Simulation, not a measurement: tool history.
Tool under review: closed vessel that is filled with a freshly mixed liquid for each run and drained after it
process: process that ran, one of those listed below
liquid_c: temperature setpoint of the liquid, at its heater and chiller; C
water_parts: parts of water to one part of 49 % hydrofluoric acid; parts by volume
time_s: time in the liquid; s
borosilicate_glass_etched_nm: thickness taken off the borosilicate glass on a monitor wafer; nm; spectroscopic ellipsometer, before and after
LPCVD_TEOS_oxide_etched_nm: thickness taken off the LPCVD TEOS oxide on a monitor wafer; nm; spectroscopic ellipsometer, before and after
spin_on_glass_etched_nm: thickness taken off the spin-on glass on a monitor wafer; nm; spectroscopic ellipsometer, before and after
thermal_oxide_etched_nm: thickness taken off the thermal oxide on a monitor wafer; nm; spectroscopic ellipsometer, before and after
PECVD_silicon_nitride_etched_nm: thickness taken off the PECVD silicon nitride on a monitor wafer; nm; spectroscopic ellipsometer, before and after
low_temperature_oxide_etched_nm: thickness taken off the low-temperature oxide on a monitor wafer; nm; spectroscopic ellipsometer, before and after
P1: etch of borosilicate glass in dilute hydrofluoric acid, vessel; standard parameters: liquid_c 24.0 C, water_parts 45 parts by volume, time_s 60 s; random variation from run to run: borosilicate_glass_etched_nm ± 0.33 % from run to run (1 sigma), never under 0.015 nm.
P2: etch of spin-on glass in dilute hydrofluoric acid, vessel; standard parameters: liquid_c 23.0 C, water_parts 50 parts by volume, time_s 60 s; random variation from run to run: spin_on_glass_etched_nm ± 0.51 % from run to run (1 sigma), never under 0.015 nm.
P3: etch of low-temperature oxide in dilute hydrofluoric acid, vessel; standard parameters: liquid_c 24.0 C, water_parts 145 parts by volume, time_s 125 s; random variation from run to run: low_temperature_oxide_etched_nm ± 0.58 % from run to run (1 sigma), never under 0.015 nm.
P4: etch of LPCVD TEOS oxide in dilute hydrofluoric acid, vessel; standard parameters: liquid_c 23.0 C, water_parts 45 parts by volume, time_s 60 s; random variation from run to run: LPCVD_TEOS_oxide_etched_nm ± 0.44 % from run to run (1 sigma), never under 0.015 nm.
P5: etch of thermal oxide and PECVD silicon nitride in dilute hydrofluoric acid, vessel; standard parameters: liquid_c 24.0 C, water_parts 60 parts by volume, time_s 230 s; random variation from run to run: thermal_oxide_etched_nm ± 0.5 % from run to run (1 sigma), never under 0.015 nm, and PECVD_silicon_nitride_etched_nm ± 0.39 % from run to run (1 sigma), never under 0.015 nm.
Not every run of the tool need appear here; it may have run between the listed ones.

| run | day | process | liquid_c | water_parts | time_s | hours since the thermometer was replaced | hours since the hydrofluoric acid flow meter was replaced | borosilicate_glass_etched_nm | LPCVD_TEOS_oxide_etched_nm | spin_on_glass_etched_nm | thermal_oxide_etched_nm | PECVD_silicon_nitride_etched_nm | low_temperature_oxide_etched_nm |
|---|---|---|---|---|---|---|---|---|---|---|---|---|---|
| 1 | 0.229 | P1 | 24.0 | 45 | 60 | 1463.1 | 299.8 | 33.824 |  |  |  |  |  |
| 2 | 0.442 | P4 | 17.0 | 45 | 60 | 1468.2 | 304.9 |  | 22.454 |  |  |  |  |
| 3 | 0.633 | P2 | 23.0 | 50 | 60 | 1472.8 | 309.5 |  |  | 64.352 |  |  |  |
| 4 | 0.950 | P4 | 23.0 | 60 | 60 | 1480.4 | 317.1 |  | 21.427 |  |  |  |  |
| 5 | 1.158 | P4 | 23.0 | 45 | 60 | 1485.4 | 322.1 |  | 29.415 |  |  |  |  |
| 6 | 1.496 | P2 | 23.0 | 50 | 30 | 1493.5 | 330.2 |  |  | 32.294 |  |  |  |
| 7 | 1.667 | P5 | 24.0 | 95 | 230 | 1497.6 | 334.3 |  |  |  | 10.7790 | 14.5330 |  |
| 8 | 1.850 | P1 | 24.0 | 45 | 30 | 1502.0 | 338.7 | 17.060 |  |  |  |  |  |
|  | 1.908 | thermometer replaced |
| 9 | 2.121 | P5 | 24.0 | 60 | 230 | 5.2 | 345.2 |  |  |  | 17.8150 | 23.2810 |  |
|  | 2.212 | hydrofluoric acid flow meter replaced |
| 10 | 2.496 | P4 | 23.0 | 45 | 60 | 14.2 | 6.8 |  | 29.232 |  |  |  |  |
| 11 | 2.700 | P4 | 23.0 | 45 | 30 | 19.1 | 11.7 |  | 14.577 |  |  |  |  |
| 12 | 2.938 | P5 | 17.0 | 60 | 230 | 24.8 | 17.4 |  |  |  | 13.2120 | 14.2160 |  |
| 13 | 3.279 | P1 | 19.5 | 45 | 60 | 33.0 | 25.6 | 27.859 |  |  |  |  |  |
| 14 | 3.533 | P1 | 24.0 | 45 | 110 | 39.1 | 31.7 | 62.244 |  |  |  |  |  |
| 15 | 3.775 | P1 | 31.0 | 45 | 60 | 44.9 | 37.5 | 44.918 |  |  |  |  |  |
| 16 | 3.996 | P1 | 24.0 | 65 | 60 | 50.2 | 42.8 | 22.897 |  |  |  |  |  |
| 17 | 4.258 | P5 | 24.0 | 60 | 230 | 56.5 | 49.1 |  |  |  | 17.7660 | 22.9110 |  |
| 18 | 4.596 | P5 | 24.0 | 60 | 55 | 64.6 | 57.2 |  |  |  | 4.2669 | 5.4993 |  |
| 19 | 4.833 | P1 | 24.0 | 45 | 60 | 70.3 | 62.9 | 34.084 |  |  |  |  |  |
| 20 | 5.008 | P3 | 24.0 | 145 | 35 | 74.5 | 67.1 |  |  |  |  |  | 2.4441 |
| 21 | 5.354 | P2 | 23.0 | 25 | 60 | 82.8 | 75.4 |  |  | 133.270 |  |  |  |
| 22 | 5.675 | P1 | 24.0 | 45 | 60 | 90.5 | 83.1 | 33.676 |  |  |  |  |  |
| 23 | 5.871 | P1 | 20.0 | 20 | 60 | 95.2 | 87.8 | 66.229 |  |  |  |  |  |
| 24 | 6.183 | P3 | 32.0 | 145 | 125 | 102.7 | 95.3 |  |  |  |  |  | 11.7250 |
| 25 | 6.446 | P1 | 24.0 | 45 | 60 | 109.0 | 101.6 | 33.842 |  |  |  |  |  |
| 26 | 6.721 | P3 | 24.0 | 145 | 125 | 115.6 | 108.2 |  |  |  |  |  | 8.5624 |
| 27 | 7.017 | P3 | 24.0 | 210 | 125 | 122.7 | 115.3 |  |  |  |  |  | 5.5863 |
| 28 | 7.233 | P1 | 24.0 | 25 | 60 | 127.9 | 120.5 | 62.535 |  |  |  |  |  |
| 29 | 7.433 | P2 | 28.5 | 50 | 60 | 132.7 | 125.3 |  |  | 81.388 |  |  |  |
| 30 | 7.729 | P1 | 24.0 | 45 | 60 | 139.8 | 132.4 | 34.035 |  |  |  |  |  |
| 31 | 8.100 | P1 | 24.0 | 45 | 60 | 148.7 | 141.3 | 34.758 |  |  |  |  |  |
| 32 | 8.317 | P1 | 24.0 | 45 | 60 | 153.9 | 146.5 | 34.999 |  |  |  |  |  |
| 33 | 8.646 | P1 | 24.0 | 45 | 60 | 161.8 | 154.4 | 35.481 |  |  |  |  |  |
| 34 | 8.996 | P1 | 24.0 | 45 | 60 | 170.2 | 162.8 | 35.673 |  |  |  |  |  |
| 35 | 9.338 | P1 | 24.0 | 45 | 60 | 178.4 | 171.0 | 36.099 |  |  |  |  |  |
| 36 | 9.658 | P1 | 24.0 | 45 | 60 | 186.1 | 178.7 | 36.191 |  |  |  |  |  |
| 37 | 9.975 | P1 | 24.0 | 45 | 60 | 193.7 | 186.3 | 36.419 |  |  |  |  |  |
| 38 | 10.283 | P1 | 24.0 | 45 | 60 | 201.1 | 193.7 | 36.474 |  |  |  |  |  |
| 39 | 10.608 | P1 | 24.0 | 45 | 60 | 208.9 | 201.5 | 36.567 |  |  |  |  |  |
| 40 | 10.850 | P1 | 24.0 | 45 | 60 | 214.7 | 207.3 | 36.358 |  |  |  |  |  |
| 41 | 11.192 | P1 | 24.0 | 45 | 60 | 222.9 | 215.5 | 36.400 |  |  |  |  |  |

Something has made what P1 gives creep away from where it was; the 2 causes below, each at its own stated size, fit the log equally well:
A: hydrofluoric acid flow above the setpoint (%) = 7.03
B: liquid hotter than its thermometer reads (K) = 1.75
The gradual shift began around day 7.729.

4 check runs are offered, one wafer each, their results left as question marks. Which one tells the causes apart?
| check 1 | 11.533 | P2 | 23.0 | 50 | 60 |  |  |  |  | ? |  |  |  |
| check 2 | 11.533 | P4 | 23.0 | 45 | 60 |  |  |  | ? |  |  |  |  |
| check 3 | 11.533 | P3 | 24.0 | 145 | 125 |  |  |  |  |  |  |  | ? |
| check 4 | 11.533 | P5 | 24.0 | 60 | 230 |  |  |  |  |  | ? | ? |  |

Expected result of each check under each candidate cause:
| check | result | if A | if B |
|---|---|---|---|
| check 1 | spin_on_glass_etched_nm | 69.772 | 69.771 |
| check 2 | LPCVD_TEOS_oxide_etched_nm | 31.384 | 31.399 |
| check 3 | low_temperature_oxide_etched_nm | 9.3753 | 9.2598 |
| check 4 | thermal_oxide_etched_nm | 19.1040 | 19.0630 |
| check 4 | PECVD_silicon_nitride_etched_nm | 24.6030 | 25.8660 |
Per check, the gap between the least separated pair of causes, taken in the result that splits them most: check 1 0 %; check 2 0.05 %; check 3 1.24 %; check 4 5 %
Check 4 tells the causes apart: in the others they would give nearly the same result.

Here is what check 4 returned: thermal_oxide_etched_nm 19.0210 nm; PECVD_silicon_nitride_etched_nm 25.7630 nm. Which cause is it?

The cause is B: liquid hotter than its thermometer reads (K).
